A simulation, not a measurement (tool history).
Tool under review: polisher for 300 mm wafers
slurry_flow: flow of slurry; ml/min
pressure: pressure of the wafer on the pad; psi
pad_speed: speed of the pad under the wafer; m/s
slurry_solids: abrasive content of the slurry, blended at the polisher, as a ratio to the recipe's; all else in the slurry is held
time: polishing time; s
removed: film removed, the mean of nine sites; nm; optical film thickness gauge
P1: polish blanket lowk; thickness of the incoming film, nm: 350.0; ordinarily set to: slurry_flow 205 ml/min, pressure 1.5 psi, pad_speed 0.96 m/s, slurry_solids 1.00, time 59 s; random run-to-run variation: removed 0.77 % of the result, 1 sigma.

run	hour	slurry_flow	pressure	pad_speed	slurry_solids	time	wafers polished on this pad	hours since the slurry nozzle was cleaned	hours since the head pressure was calibrated	hours since the slurry blender was calibrated	hours since the conditioning disc was replaced	removed
1	4.8	205	1.5	0.96	1.00	59	228	349.1	410.1	108.1	128.3	19.5620
2	11.8	205	1.1	0.96	1.00	59	289	356.1	417.1	115.1	135.3	14.1180
3	19.0	205	1.5	0.96	1.30	59	352	363.3	424.3	122.3	142.5	21.6410
4	27.5	205	1.5	0.96	1.00	59	427	371.8	432.8	130.8	151.0	19.6490
5	33.5	205	2.3	0.96	1.00	59	479	377.8	438.8	136.8	157.0	29.7570
6	41.7	205	1.5	0.96	1.00	27	551	386.0	447.0	145.0	165.2	9.0505
7	49.8	205	1.5	0.96	0.50	59	622	394.1	455.1	153.1	173.3	13.3700
# hour 53.2: conditioning disc replaced and pad reconditioned
8	56.5	205	1.5	0.96	1.00	59	681	400.8	461.8	159.8	3.3	19.5630
9	60.4	205	1.5	1.52	1.00	59	715	404.7	465.7	163.7	7.2	28.0640
10	65.8	205	1.5	0.60	1.00	59	762	410.1	471.1	169.1	12.6	13.4150
11	73.6	205	1.5	0.96	1.00	94	830	417.9	478.9	176.9	20.4	31.3290
12	82.3	125	1.5	0.96	1.00	59	906	426.6	487.6	185.6	29.1	18.0360
13	88.5	205	0.8	0.96	0.55	59	961	432.8	493.8	191.8	35.3	7.5693
14	94.2	205	1.5	0.96	1.00	59	1011	438.5	499.5	197.5	41.0	19.4980

What will run 15 give?
15	101.4	285	1.5	0.96	1.00	59	1074	445.7	506.7	204.7	48.2	?

{"run 15": {"removed": 20.417}}
